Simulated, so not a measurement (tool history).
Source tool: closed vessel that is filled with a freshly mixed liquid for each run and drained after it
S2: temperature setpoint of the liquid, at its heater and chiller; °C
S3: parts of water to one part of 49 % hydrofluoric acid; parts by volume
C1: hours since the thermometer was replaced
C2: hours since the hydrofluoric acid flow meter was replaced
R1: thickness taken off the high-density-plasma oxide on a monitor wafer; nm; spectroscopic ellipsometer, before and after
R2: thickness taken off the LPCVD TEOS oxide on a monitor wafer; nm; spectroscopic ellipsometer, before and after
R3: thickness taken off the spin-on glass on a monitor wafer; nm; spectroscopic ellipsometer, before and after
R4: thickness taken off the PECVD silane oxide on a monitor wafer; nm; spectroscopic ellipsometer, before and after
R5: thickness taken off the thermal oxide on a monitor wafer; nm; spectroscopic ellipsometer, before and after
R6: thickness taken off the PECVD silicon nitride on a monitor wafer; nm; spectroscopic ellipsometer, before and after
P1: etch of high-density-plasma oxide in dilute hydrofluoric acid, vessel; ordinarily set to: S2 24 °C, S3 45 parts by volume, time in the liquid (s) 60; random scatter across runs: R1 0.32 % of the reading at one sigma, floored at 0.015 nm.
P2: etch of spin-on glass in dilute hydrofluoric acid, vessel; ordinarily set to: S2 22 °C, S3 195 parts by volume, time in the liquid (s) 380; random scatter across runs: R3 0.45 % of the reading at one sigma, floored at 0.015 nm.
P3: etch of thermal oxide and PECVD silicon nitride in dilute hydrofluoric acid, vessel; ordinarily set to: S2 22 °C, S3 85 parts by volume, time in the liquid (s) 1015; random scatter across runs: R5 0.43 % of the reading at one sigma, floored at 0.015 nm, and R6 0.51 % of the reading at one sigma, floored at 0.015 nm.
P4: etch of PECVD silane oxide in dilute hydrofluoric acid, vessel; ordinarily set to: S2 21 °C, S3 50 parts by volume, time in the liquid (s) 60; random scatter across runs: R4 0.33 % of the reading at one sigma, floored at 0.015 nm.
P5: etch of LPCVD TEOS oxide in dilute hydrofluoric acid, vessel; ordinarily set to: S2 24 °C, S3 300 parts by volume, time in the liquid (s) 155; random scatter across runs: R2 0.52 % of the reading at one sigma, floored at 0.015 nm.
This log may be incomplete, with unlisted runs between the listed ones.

Run 1, hour 8.3: process that ran P1, S2 24 °C, S3 45 parts by volume, time in the liquid (s) 60; C1 633.1; C2 148.1. Result: R1 10.546 nm.
Run 2, hour 14.8: process that ran P5, S2 17 °C, S3 300 parts by volume, time in the liquid (s) 155; C1 639.6; C2 154.6. Result: R2 17.777 nm.
Run 3, hour 25.7: process that ran P1, S2 24 °C, S3 45 parts by volume, time in the liquid (s) 60; C1 650.5; C2 165.5. Result: R1 10.521 nm.
Run 4, hour 33.3: process that ran P1, S2 24 °C, S3 45 parts by volume, time in the liquid (s) 60; C1 658.1; C2 173.1. Result: R1 10.545 nm.
Run 5, hour 44.5: process that ran P2, S2 22 °C, S3 195 parts by volume, time in the liquid (s) 380; C1 669.3; C2 184.3. Result: R3 54.667 nm.
Run 6, hour 57.2: process that ran P1, S2 28.5 °C, S3 25 parts by volume, time in the liquid (s) 60; C1 682; C2 197. Result: R1 23.548 nm.
Run 7, hour 66.6: process that ran P4, S2 21 °C, S3 50 parts by volume, time in the liquid (s) 60; C1 691.4; C2 206.4. Result: R4 19.32 nm.
Run 8, hour 76.2: process that ran P1, S2 24 °C, S3 65 parts by volume, time in the liquid (s) 60; C1 701; C2 216. Result: R1 7.1124 nm.
Run 9, hour 83.9: process that ran P2, S2 22 °C, S3 195 parts by volume, time in the liquid (s) 740; C1 708.7; C2 223.7. Result: R3 107.18 nm.
Run 10, hour 94.3: process that ran P5, S2 24 °C, S3 105 parts by volume, time in the liquid (s) 155; C1 719.1; C2 234.1. Result: R2 80.626 nm.
Run 11, hour 100.4: process that ran P1, S2 24 °C, S3 45 parts by volume, time in the liquid (s) 60; C1 725.2; C2 240.2. Result: R1 10.498 nm.
Run 12, hour 107.7: process that ran P4, S2 21 °C, S3 50 parts by volume, time in the liquid (s) 30; C1 732.5; C2 247.5. Result: R4 9.7173 nm.
Run 13, hour 119.4: process that ran P1, S2 24 °C, S3 45 parts by volume, time in the liquid (s) 110; C1 744.2; C2 259.2. Result: R1 19.336 nm.
Run 14, hour 125.1: process that ran P5, S2 24 °C, S3 300 parts by volume, time in the liquid (s) 225; C1 749.9; C2 264.9. Result: R2 33.229 nm.
Run 15, hour 135.5: process that ran P1, S2 28 °C, S3 45 parts by volume, time in the liquid (s) 60; C1 760.3; C2 275.3. Result: R1 12.425 nm.
Run 16, hour 145.1: process that ran P4, S2 17 °C, S3 50 parts by volume, time in the liquid (s) 60; C1 769.9; C2 284.9. Result: R4 16.336 nm.
Run 17, hour 157.3: process that ran P3, S2 22 °C, S3 85 parts by volume, time in the liquid (s) 2005; C1 782.1; C2 297.1. Result: R5 108.49 nm, R6 118.2 nm.
Run 18, hour 169.2: process that ran P1, S2 24 °C, S3 45 parts by volume, time in the liquid (s) 30; C1 794; C2 309. Result: R1 5.2735 nm.
Run 19, hour 180: process that ran P2, S2 22 °C, S3 50 parts by volume, time in the liquid (s) 380; C1 804.8; C2 319.8. Result: R3 254.65 nm.
Run 20, hour 186.3: process that ran P1, S2 24 °C, S3 45 parts by volume, time in the liquid (s) 60; C1 811.1; C2 326.1. Result: R1 10.515 nm.
Run 21, hour 195.1: process that ran P5, S2 24 °C, S3 300 parts by volume, time in the liquid (s) 155; C1 819.9; C2 334.9. Result: R2 22.946 nm.

Predict the results of run 22:
Run 22, hour 204.9: process that ran P2, S2 17 °C, S3 195 parts by volume, time in the liquid (s) 380; C1 829.7; C2 344.7. Result: R3 ?.

Run 22 measured R3 45.456 nm.
